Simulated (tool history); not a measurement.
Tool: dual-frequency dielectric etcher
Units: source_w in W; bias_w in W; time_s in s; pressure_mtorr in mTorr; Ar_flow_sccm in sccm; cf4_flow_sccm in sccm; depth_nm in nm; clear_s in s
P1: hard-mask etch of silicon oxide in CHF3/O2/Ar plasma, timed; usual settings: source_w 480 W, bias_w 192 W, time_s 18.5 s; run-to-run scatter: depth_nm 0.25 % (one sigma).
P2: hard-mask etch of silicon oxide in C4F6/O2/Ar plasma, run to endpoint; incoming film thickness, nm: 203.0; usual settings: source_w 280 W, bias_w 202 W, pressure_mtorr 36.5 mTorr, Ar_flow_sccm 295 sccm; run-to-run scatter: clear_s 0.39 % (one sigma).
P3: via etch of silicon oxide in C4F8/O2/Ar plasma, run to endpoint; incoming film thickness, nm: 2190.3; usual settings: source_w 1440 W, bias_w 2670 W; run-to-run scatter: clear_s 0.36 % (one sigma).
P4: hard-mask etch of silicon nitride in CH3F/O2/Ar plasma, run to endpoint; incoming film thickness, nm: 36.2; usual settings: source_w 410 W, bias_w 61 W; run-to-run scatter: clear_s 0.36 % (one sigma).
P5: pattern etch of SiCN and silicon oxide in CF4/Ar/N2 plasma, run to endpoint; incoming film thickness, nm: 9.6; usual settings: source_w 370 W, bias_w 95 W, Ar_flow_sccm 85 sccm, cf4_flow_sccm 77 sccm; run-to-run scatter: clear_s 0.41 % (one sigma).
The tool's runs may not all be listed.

run,hour,process,source_w,bias_w,time_s,pressure_mtorr,Ar_flow_sccm,cf4_flow_sccm,depth_nm,clear_s
1,6.5,P1,480,192,18.5,,,,34.749,
2,12.5,P3,2040,2670,,,,,,393.27
3,18.5,P1,480,148,18.5,,,,31.887,
4,24.4,P2,340,202,,36.5,295,,,67.199
5,29.1,P1,340,192,18.5,,,,30.576,
6,32.7,P2,280,202,,47.5,295,,,74.987
# hour 35.6: wet clean of the chamber
7,38.7,P4,300,61,,,,,,60.66
8,42.6,P5,370,95,,,85,77,,11.719
9,46.3,P1,630,192,18.5,,,,38.369,
10,50.2,P3,1440,1890,,,,,,501
11,57.1,P5,370,115,,,85,77,,11.073
12,60.9,P4,410,61,,,,,,54.289
13,64.4,P1,480,192,18.5,,,,34.918,
14,67.9,P1,480,265,27,,,,56.517,
# hour 68.4: bias power generator calibrated
15,70.9,P2,280,202,,36.5,364,,,73.832
16,76.5,P5,370,95,,,85,77,,11.77
17,82.1,P1,480,250,18.5,,,,37.952,
18,88.4,P3,1440,2670,,,,,,452.26
19,95,P2,280,202,,36.5,295,,,71.899
20,98.7,P5,370,95,,,64,77,,11.381
21,102.6,P5,370,95,,,85,54,,12.187
22,106.2,P1,480,192,27,,,,50.823,
23,111,P1,480,192,18.5,,,,34.675,
24,115.9,P1,480,192,11.5,,,,21.659,
25,121.1,P4,410,37,,,,,,62.913
26,124.2,P2,280,260,,36.5,295,,,66.699
27,128.1,P4,410,61,,,,,,53.476
28,131.2,P5,290,95,,,85,77,,14.606
29,136,P1,480,192,18.5,,,,34.788,
30,142.3,P1,480,192,18.5,,,,34.746,
31,148.3,P3,1440,2670,,,,,,450.16
32,152.4,P1,480,192,18.5,,,,34.809,
33,155.9,P1,480,192,18.5,,,,34.644,
34,159.5,P1,480,192,18.5,,,,34.513,
35,166.2,P1,480,192,18.5,,,,34.28,
36,169.4,P1,480,192,18.5,,,,34.243,
# hour 175.5: wet clean of the chamber
37,175.6,P1,480,192,18.5,,,,34.147,
38,179.9,P1,480,192,18.5,,,,34.259,
39,184.3,P1,480,192,18.5,,,,34.149,
40,188.3,P1,480,192,18.5,,,,34.231,

What P1 gives has crept away from where it was. These 2 causes fit the log equally well, each at the size given:
A: source power that arrives under what is set, % = 4.25
B: bias power that arrives under what is set, % = 4.67
The creep began at about hour 152.4.
Why every other cause is out:
chamber walls in a state that lowers the etch rate, %: serviced at hour 175.5, which brought nothing back

4 check runs are offered, each on 2 wafers whose results are averaged, their results left as question marks. Which one tells the causes apart?
check 1,192.3,P3,1440,2670,,,,,,?
check 2,192.3,P2,280,202,,36.5,295,,,?
check 3,192.3,P4,410,61,,,,,,?
check 4,192.3,P5,370,95,,,85,77,,?

What each check would give under each cause:
check,result,if A,if B
check 1,clear_s,459.31,458.33
check 2,clear_s,73.402,73.338
check 3,clear_s,54.738,54.681
check 4,clear_s,12.213,11.953
How far apart the two closest causes lie, in the result that separates them most: check 1 0.21 %; check 2 0.09 %; check 3 0.1 %; check 4 2.15 %
Check 4 tells the causes apart: in the others they would give nearly the same result.

Check 4 was then run and gave: clear_s 12.182 s. Which cause is it?

It is A: source power that arrives under what is set, %.

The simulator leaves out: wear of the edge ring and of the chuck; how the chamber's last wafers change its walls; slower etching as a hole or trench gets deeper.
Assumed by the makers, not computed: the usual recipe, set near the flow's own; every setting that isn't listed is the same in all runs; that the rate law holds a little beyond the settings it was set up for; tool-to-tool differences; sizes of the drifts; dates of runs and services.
